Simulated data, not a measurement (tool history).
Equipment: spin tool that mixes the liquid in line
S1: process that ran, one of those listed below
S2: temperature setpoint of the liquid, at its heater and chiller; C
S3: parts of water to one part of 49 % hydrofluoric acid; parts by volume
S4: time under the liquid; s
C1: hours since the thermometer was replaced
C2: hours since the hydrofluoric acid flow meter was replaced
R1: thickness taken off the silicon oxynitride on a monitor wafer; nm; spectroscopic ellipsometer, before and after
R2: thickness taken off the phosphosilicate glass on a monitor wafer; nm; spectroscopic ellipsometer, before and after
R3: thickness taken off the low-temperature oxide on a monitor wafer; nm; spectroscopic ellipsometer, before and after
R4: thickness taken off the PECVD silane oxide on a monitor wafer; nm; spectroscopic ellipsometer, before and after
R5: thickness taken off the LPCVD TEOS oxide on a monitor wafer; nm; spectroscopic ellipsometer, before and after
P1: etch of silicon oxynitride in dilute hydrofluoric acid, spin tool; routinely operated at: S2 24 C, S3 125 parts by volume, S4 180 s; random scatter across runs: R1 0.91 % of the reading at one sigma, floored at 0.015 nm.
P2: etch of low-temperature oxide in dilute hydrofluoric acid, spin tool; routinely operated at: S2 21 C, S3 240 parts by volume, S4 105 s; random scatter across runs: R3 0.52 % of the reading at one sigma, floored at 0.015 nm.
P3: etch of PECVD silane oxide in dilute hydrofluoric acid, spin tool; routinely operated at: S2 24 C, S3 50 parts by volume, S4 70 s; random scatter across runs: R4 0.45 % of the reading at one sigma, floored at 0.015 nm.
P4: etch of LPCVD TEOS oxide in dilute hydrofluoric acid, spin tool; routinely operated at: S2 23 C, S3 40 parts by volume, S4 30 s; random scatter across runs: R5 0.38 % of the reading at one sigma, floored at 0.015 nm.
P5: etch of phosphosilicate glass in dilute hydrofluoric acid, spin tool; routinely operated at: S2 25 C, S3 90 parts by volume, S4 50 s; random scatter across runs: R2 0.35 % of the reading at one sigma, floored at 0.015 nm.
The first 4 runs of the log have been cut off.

| run | hour | S1 | S2 | S3 | S4 | C1 | C2 | R1 | R2 | R3 | R4 | R5 |
|---|---|---|---|---|---|---|---|---|---|---|---|---|
| 5 | 47.6 | P3 | 17 | 50 | 70 | 408.3 | 242 |  |  |  | 26.883 |  |
| 6 | 55.2 | P4 | 23 | 40 | 15 | 415.9 | 249.6 |  |  |  |  | 9.984 |
| 7 | 65 | P3 | 24 | 85 | 70 | 425.7 | 259.4 |  |  |  | 20.302 |  |
| 8 | 71.2 | P2 | 21 | 240 | 105 | 431.9 | 265.6 |  |  | 10.522 |  |  |
| 9 | 80.5 | P5 | 25 | 90 | 50 | 441.2 | 274.9 |  | 56.568 |  |  |  |
| 10 | 86.4 | P2 | 21 | 240 | 105 | 447.1 | 280.8 |  |  | 10.533 |  |  |
| 11 | 94.7 | P1 | 24 | 70 | 180 | 455.4 | 289.1 | 5.6136 |  |  |  |  |
| 12 | 104.4 | P1 | 18 | 65 | 180 | 465.1 | 298.8 | 4.5041 |  |  |  |  |
| 13 | 117.1 | P2 | 21 | 85 | 105 | 477.8 | 311.5 |  |  | 34.933 |  |  |
| 14 | 127.9 | P4 | 23 | 20 | 30 | 488.6 | 322.3 |  |  |  |  | 40.996 |
| 15 | 138.3 | P4 | 23 | 40 | 30 | 499 | 332.7 |  |  |  |  | 19.975 |
| 16 | 150.6 | P4 | 29 | 40 | 30 | 511.3 | 345 |  |  |  |  | 25.756 |
| 17 | 156.5 | P1 | 24 | 125 | 50 | 517.2 | 350.9 | 0.83027 |  |  |  |  |
| 18 | 168.7 | P1 | 24 | 195 | 180 | 529.4 | 363.1 | 1.7993 |  |  |  |  |
| 19 | 175.6 | P1 | 24 | 125 | 180 | 536.3 | 370 | 2.9572 |  |  |  |  |
| 20 | 184 | P5 | 25 | 25 | 50 | 544.7 | 378.4 |  | 222.82 |  |  |  |
| 21 | 196.7 | P3 | 24 | 50 | 105 | 557.4 | 391.1 |  |  |  | 53.789 |  |
| 22 | 206.3 | P1 | 17 | 125 | 180 | 567 | 400.7 | 2.1104 |  |  |  |  |
| 23 | 218.6 | P3 | 24 | 50 | 70 | 579.3 | 413 |  |  |  | 35.745 |  |
| 24 | 228.4 | P5 | 25 | 90 | 50 | 589.1 | 422.8 |  | 56.855 |  |  |  |

For run 25, what comes out?
| 25 | 237.3 | P1 | 24 | 125 | 305 | 598 | 431.7 | ? |  |  |  |  |

For run 25 the tool returned R1 5.0481 nm.

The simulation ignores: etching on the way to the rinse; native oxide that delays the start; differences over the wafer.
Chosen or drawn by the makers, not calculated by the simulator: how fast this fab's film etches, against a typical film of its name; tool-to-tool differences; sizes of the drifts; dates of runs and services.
